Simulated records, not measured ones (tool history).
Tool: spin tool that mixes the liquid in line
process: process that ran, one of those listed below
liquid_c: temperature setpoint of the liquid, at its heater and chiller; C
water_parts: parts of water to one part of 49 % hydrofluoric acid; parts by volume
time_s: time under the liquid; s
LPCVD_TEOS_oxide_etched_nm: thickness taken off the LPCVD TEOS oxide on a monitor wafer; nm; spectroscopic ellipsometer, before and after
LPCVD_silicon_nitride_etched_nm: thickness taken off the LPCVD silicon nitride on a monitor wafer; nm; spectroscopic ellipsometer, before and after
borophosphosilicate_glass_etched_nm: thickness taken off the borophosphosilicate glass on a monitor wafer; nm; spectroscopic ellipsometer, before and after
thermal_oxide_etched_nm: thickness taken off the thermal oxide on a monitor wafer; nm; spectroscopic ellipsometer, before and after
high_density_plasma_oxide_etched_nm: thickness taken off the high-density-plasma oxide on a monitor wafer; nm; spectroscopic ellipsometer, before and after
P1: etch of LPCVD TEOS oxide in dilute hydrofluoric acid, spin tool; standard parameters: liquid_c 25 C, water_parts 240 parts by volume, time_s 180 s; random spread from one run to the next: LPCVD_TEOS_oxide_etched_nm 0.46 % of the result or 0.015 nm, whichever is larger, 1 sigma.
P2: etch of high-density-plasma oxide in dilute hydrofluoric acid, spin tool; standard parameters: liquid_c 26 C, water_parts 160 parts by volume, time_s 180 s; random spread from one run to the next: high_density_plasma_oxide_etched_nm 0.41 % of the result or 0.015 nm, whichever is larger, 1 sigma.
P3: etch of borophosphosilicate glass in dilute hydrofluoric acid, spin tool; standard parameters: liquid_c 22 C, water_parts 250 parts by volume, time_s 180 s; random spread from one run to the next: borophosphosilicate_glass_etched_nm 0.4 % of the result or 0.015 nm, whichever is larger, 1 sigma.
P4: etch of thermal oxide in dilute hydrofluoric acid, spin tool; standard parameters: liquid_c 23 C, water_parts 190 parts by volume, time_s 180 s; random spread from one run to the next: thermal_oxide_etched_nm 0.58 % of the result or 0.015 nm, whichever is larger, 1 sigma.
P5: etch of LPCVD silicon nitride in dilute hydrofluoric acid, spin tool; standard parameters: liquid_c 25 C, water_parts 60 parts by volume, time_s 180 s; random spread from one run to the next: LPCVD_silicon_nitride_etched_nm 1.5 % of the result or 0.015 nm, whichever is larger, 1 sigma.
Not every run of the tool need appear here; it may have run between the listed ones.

| run | hour | process | liquid_c | water_parts | time_s | hours since the thermometer was replaced | hours since the hydrofluoric acid flow meter was replaced | LPCVD_TEOS_oxide_etched_nm | LPCVD_silicon_nitride_etched_nm | borophosphosilicate_glass_etched_nm | thermal_oxide_etched_nm | high_density_plasma_oxide_etched_nm |
|---|---|---|---|---|---|---|---|---|---|---|---|---|
| 1 | 6.5 | P1 | 25 | 240 | 180 | 632.1 | 294.4 | 23.455 |  |  |  |  |
| 2 | 11 | P5 | 25 | 30 | 180 | 636.6 | 298.9 |  | 3.4564 |  |  |  |
| 3 | 15.7 | P1 | 25 | 340 | 180 | 641.3 | 303.6 | 14.991 |  |  |  |  |
| 4 | 19.4 | P1 | 25 | 240 | 180 | 645 | 307.3 | 23.557 |  |  |  |  |
| 5 | 23.4 | P3 | 22 | 250 | 15 | 649 | 311.3 |  |  | 1.4321 |  |  |
| 6 | 26.4 | P1 | 25 | 240 | 290 | 652 | 314.3 | 38.053 |  |  |  |  |
| 7 | 29.5 | P1 | 21.5 | 240 | 180 | 655.1 | 317.4 | 20.738 |  |  |  |  |
| 8 | 32.6 | P1 | 25 | 130 | 90 | 658.2 | 320.5 | 24.772 |  |  |  |  |
| 9 | 38.9 | P4 | 23 | 190 | 180 | 664.5 | 326.8 |  |  |  | 3.8732 |  |
| 10 | 44.5 | P5 | 20 | 60 | 180 | 670.1 | 332.4 |  | 1.2613 |  |  |  |
| 11 | 49.5 | P2 | 26 | 160 | 80 | 675.1 | 337.4 |  |  |  |  | 3.1031 |
| 12 | 55.9 | P4 | 23 | 190 | 180 | 681.5 | 343.8 |  |  |  | 3.9062 |  |
| 13 | 58.9 | P2 | 26 | 160 | 180 | 684.5 | 346.8 |  |  |  |  | 6.9263 |
| 14 | 62.4 | P3 | 17 | 250 | 180 | 688 | 350.3 |  |  | 14.43 |  |  |
| 15 | 67.7 | P1 | 25 | 240 | 180 | 693.3 | 355.6 | 23.437 |  |  |  |  |
| 16 | 72.3 | P3 | 22 | 155 | 180 | 697.9 | 360.2 |  |  | 30.932 |  |  |
| 17 | 75.8 | P5 | 25 | 60 | 180 | 701.4 | 363.7 |  | 1.7679 |  |  |  |
| 18 | 81.6 | P2 | 26 | 30 | 180 | 707.2 | 369.5 |  |  |  |  | 43.933 |
| 19 | 84.9 | P1 | 25 | 240 | 180 | 710.5 | 372.8 | 23.409 |  |  |  |  |
|  | 86.5 | thermometer replaced |
| 20 | 91 | P1 | 25 | 240 | 180 | 4.5 | 378.9 | 23.686 |  |  |  |  |
| 21 | 95.1 | P2 | 26 | 160 | 180 | 8.6 | 383 |  |  |  |  | 6.9766 |
| 22 | 98.2 | P4 | 31.5 | 190 | 180 | 11.7 | 386.1 |  |  |  | 5.2746 |  |
| 23 | 102.1 | P1 | 25 | 60 | 180 | 15.6 | 390 | 116.37 |  |  |  |  |
| 24 | 106.6 | P1 | 25 | 390 | 90 | 20.1 | 394.5 | 6.3051 |  |  |  |  |
| 25 | 112.3 | P2 | 18 | 160 | 180 | 25.8 | 400.2 |  |  |  |  | 5.0935 |
| 26 | 118.2 | P5 | 25 | 60 | 180 | 31.7 | 406.1 |  | 1.7707 |  |  |  |
| 27 | 124.2 | P4 | 23 | 280 | 180 | 37.7 | 412.1 |  |  |  | 2.3948 |  |
| 28 | 127.2 | P1 | 32.5 | 240 | 180 | 40.7 | 415.1 | 30.299 |  |  |  |  |
| 29 | 130.2 | P3 | 22 | 250 | 180 | 43.7 | 418.1 |  |  | 17.359 |  |  |
| 30 | 136 | P4 | 23 | 190 | 35 | 49.5 | 423.9 |  |  |  | 0.75614 |  |
| 31 | 140.5 | P1 | 25 | 155 | 70 | 54 | 428.4 | 15.615 |  |  |  |  |
| 32 | 146.1 | P1 | 25 | 240 | 180 | 59.6 | 434 | 23.483 |  |  |  |  |
| 33 | 152.5 | P1 | 25 | 240 | 15 | 66 | 440.4 | 1.9668 |  |  |  |  |
| 34 | 157.3 | P5 | 25 | 60 | 365 | 70.8 | 445.2 |  | 3.6074 |  |  |  |
| 35 | 163 | P1 | 25 | 240 | 180 | 76.5 | 450.9 | 23.583 |  |  |  |  |
| 36 | 167 | P1 | 25 | 240 | 180 | 80.5 | 454.9 | 24.003 |  |  |  |  |
| 37 | 172.9 | P1 | 25 | 240 | 180 | 86.4 | 460.8 | 24.595 |  |  |  |  |
| 38 | 179.4 | P1 | 25 | 240 | 180 | 92.9 | 467.3 | 24.755 |  |  |  |  |
| 39 | 182.5 | P1 | 25 | 240 | 180 | 96 | 470.4 | 24.964 |  |  |  |  |
| 40 | 188 | P1 | 25 | 240 | 180 | 101.5 | 475.9 | 24.965 |  |  |  |  |
| 41 | 191.3 | P1 | 25 | 240 | 180 | 104.8 | 479.2 | 25.036 |  |  |  |  |
| 42 | 194.2 | P1 | 25 | 240 | 180 | 107.7 | 482.1 | 25.065 |  |  |  |  |
| 43 | 198.2 | P1 | 25 | 240 | 180 | 111.7 | 486.1 | 25.018 |  |  |  |  |
| 44 | 203.2 | P1 | 25 | 240 | 180 | 116.7 | 491.1 | 25.073 |  |  |  |  |
| 45 | 208 | P1 | 25 | 240 | 180 | 121.5 | 495.9 | 25.113 |  |  |  |  |
| 46 | 213 | P1 | 25 | 240 | 180 | 126.5 | 500.9 | 25.257 |  |  |  |  |

P1 no longer gives what it gave before; its output has crept away from where it was. The following 2 causes, each at its listed size, fit the log equally well:
A: liquid hotter than its thermometer reads (K) = 1.91
B: hydrofluoric acid flow above the setpoint (%) = 5.53
The drift started at roughly hour 163.

Below are 4 check runs, each averaged over 3 wafers, with their results shown as question marks. Which of them would give clearly different results depending on which cause is behind the drift?
| check 1 | 218 | P2 | 26 | 160 | 180 |  |  |  |  |  |  | ? |
| check 2 | 218 | P5 | 25 | 60 | 180 |  |  |  | ? |  |  |  |
| check 3 | 218 | P4 | 23 | 190 | 180 |  |  |  |  |  | ? |  |
| check 4 | 218 | P3 | 22 | 250 | 180 |  |  |  |  | ? |  |  |

If the cause were each of the candidates in turn, the checks would give the following:
| check | result | if A | if B |
|---|---|---|---|
| check 1 | high_density_plasma_oxide_etched_nm | 7.4494 | 7.4006 |
| check 2 | LPCVD_silicon_nitride_etched_nm | 2.0109 | 1.8685 |
| check 3 | thermal_oxide_etched_nm | 4.1622 | 4.1348 |
| check 4 | borophosphosilicate_glass_etched_nm | 18.632 | 18.585 |
Minimum pairwise separation of causes per check, each pair taken at its best-separating result: check 1 0.66 %; check 2 7.35 %; check 3 0.66 %; check 4 0.25 %
Check 2 distinguishes between the causes, while the remaining checks would return nearly the same result for all of them.

With check 2 done, the readings were: LPCVD_silicon_nitride_etched_nm 1.8383 nm. Identify which of the listed causes applies.

It is B: hydrofluoric acid flow above the setpoint (%).

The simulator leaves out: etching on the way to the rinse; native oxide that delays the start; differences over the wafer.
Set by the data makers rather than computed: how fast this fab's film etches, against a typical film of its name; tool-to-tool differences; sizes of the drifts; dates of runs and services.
